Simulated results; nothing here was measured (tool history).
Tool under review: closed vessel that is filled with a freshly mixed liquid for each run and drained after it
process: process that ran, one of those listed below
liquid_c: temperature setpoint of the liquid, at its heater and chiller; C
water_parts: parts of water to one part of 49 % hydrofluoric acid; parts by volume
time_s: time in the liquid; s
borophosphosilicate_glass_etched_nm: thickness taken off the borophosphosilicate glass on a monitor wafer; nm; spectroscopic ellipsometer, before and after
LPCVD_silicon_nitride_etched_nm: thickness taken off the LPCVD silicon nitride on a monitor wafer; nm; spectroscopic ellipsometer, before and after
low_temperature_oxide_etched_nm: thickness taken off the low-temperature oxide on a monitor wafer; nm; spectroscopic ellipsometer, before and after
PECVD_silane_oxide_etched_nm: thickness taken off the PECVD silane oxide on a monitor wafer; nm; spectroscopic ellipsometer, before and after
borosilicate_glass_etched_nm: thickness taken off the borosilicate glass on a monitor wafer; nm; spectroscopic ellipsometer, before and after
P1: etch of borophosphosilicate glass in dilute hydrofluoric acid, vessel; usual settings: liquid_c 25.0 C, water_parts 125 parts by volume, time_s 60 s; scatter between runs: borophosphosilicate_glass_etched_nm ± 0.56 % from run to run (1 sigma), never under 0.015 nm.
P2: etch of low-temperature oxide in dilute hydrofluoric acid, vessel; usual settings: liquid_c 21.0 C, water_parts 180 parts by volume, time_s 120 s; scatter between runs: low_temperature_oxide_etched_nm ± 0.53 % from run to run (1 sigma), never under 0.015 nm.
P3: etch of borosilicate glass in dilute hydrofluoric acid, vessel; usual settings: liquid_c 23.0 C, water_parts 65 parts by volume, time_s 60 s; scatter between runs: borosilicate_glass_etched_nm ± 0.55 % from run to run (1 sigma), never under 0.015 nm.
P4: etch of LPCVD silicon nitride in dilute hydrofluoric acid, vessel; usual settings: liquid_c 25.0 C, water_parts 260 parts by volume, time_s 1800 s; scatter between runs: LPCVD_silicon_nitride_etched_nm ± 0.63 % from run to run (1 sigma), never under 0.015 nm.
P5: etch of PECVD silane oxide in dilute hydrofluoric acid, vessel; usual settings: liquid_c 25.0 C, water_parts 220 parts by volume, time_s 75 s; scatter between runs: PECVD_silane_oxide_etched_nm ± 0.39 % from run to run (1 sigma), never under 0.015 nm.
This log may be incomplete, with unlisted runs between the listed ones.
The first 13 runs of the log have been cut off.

| run | hour | process | liquid_c | water_parts | time_s | hours since the thermometer was replaced | hours since the hydrofluoric acid flow meter was replaced | borophosphosilicate_glass_etched_nm | LPCVD_silicon_nitride_etched_nm | low_temperature_oxide_etched_nm | PECVD_silane_oxide_etched_nm | borosilicate_glass_etched_nm |
|---|---|---|---|---|---|---|---|---|---|---|---|---|
| 14 | 74.2 | P4 | 25.0 | 260 | 1800 | 1498.8 | 265.8 |  | 3.9351 |  |  |  |
| 15 | 80.7 | P5 | 18.0 | 220 | 75 | 1505.3 | 272.3 |  |  |  | 5.0876 |  |
| 16 | 86.6 | P1 | 25.0 | 180 | 60 | 1511.2 | 278.2 | 16.204 |  |  |  |  |
| 17 | 93.8 | P2 | 17.0 | 180 | 120 | 1518.4 | 285.4 |  |  | 12.2290 |  |  |
| 18 | 100.1 | P3 | 23.0 | 65 | 60 | 1524.7 | 291.7 |  |  |  |  | 30.551 |
| 19 | 108.4 | P2 | 21.0 | 180 | 120 | 1533.0 | 300.0 |  |  | 14.2230 |  |  |
| 20 | 116.3 | P1 | 25.0 | 125 | 30 | 1540.9 | 307.9 | 12.571 |  |  |  |  |
| 21 | 122.9 | P1 | 25.0 | 125 | 60 | 1547.5 | 314.5 | 24.872 |  |  |  |  |
| 22 | 129.4 | P3 | 23.0 | 20 | 60 | 1554.0 | 321.0 |  |  |  |  | 104.590 |
| 23 | 134.9 | P4 | 25.0 | 50 | 1800 | 1559.5 | 326.5 |  | 20.2020 |  |  |  |
| 24 | 143.2 | P1 | 25.0 | 125 | 60 | 1567.8 | 334.8 | 24.949 |  |  |  |  |
| 25 | 147.2 | P1 | 25.0 | 75 | 60 | 1571.8 | 338.8 | 44.222 |  |  |  |  |
| 26 | 151.8 | P5 | 25.0 | 220 | 75 | 1576.4 | 343.4 |  |  |  | 6.6264 |  |
| 27 | 159.3 | P1 | 25.0 | 55 | 110 | 1583.9 | 350.9 | 114.300 |  |  |  |  |
| 28 | 165.8 | P5 | 25.0 | 220 | 145 | 1590.4 | 357.4 |  |  |  | 12.7360 |  |

What does the tool deliver on the next run?
| 29 | 173.0 | P1 | 17.0 | 125 | 60 | 1597.6 | 364.6 | ? |  |  |  |  |

borophosphosilicate_glass_etched_nm: 18.236 nm

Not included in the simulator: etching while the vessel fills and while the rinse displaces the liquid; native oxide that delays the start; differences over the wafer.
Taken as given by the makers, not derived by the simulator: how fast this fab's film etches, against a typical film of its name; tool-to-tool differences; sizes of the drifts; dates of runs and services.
